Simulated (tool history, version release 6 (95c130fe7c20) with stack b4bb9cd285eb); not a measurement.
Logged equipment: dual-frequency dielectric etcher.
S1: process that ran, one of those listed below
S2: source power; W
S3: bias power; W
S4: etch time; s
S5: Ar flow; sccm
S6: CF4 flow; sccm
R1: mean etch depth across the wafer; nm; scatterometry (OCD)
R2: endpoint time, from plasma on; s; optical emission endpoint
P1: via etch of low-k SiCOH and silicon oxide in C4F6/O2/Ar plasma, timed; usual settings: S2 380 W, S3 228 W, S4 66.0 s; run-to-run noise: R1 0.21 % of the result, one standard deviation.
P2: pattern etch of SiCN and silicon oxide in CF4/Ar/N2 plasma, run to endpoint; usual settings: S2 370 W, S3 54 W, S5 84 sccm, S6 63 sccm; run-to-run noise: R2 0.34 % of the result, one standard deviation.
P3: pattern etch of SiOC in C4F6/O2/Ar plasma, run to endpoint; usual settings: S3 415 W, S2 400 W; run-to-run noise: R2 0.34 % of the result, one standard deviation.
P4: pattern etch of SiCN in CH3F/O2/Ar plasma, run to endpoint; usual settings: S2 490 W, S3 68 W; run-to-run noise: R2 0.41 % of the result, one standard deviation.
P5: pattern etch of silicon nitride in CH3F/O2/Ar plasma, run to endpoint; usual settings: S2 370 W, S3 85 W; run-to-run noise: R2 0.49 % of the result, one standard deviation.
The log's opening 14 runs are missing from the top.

{"run": 15, "hour": 89.8, "S1": "P1", "S2": 380, "S3": 228, "S4": 38.5, "R1": 106.62}
{"run": 16, "hour": 95.8, "S1": "P3", "S2": 400, "S3": 415, "R2": 15.272}
{"run": 17, "hour": 103.4, "S1": "P2", "S2": 370, "S3": 54, "S5": 104, "S6": 63, "R2": 13.478}
{"run": 18, "hour": 112.7, "S1": "P1", "S2": 500, "S3": 228, "S4": 66.0, "R1": 203.83}
{"run": 19, "hour": 121.0, "S1": "P3", "S2": 260, "S3": 415, "R2": 17.843}
{"run": 20, "hour": 127.6, "S1": "P4", "S2": 490, "S3": 68, "R2": 14.494}
{"run": 21, "hour": 137.2, "S1": "P1", "S2": 380, "S3": 183, "S4": 66.0, "R1": 170.41}
{"run": 22, "hour": 145.8, "S1": "P4", "S2": 490, "S3": 42, "R2": 17.027}
{"run": 23, "hour": 153.1, "S1": "P1", "S2": 380, "S3": 228, "S4": 66.0, "R1": 182.72}
{"run": 24, "hour": 157.8, "S1": "P5", "S2": 290, "S3": 85, "R2": 27.318}
{"run": 25, "hour": 166.9, "S1": "P5", "S2": 370, "S3": 85, "R2": 25.302}
{"run": 26, "hour": 175.1, "S1": "P1", "S2": 380, "S3": 228, "S4": 82.5, "R1": 228.83}

For run 27, what comes out?
{"run": 27, "hour": 182.4, "S1": "P5", "S2": 370, "S3": 50, "R2": "?"}

Run 27 yielded R2 29.920 s.
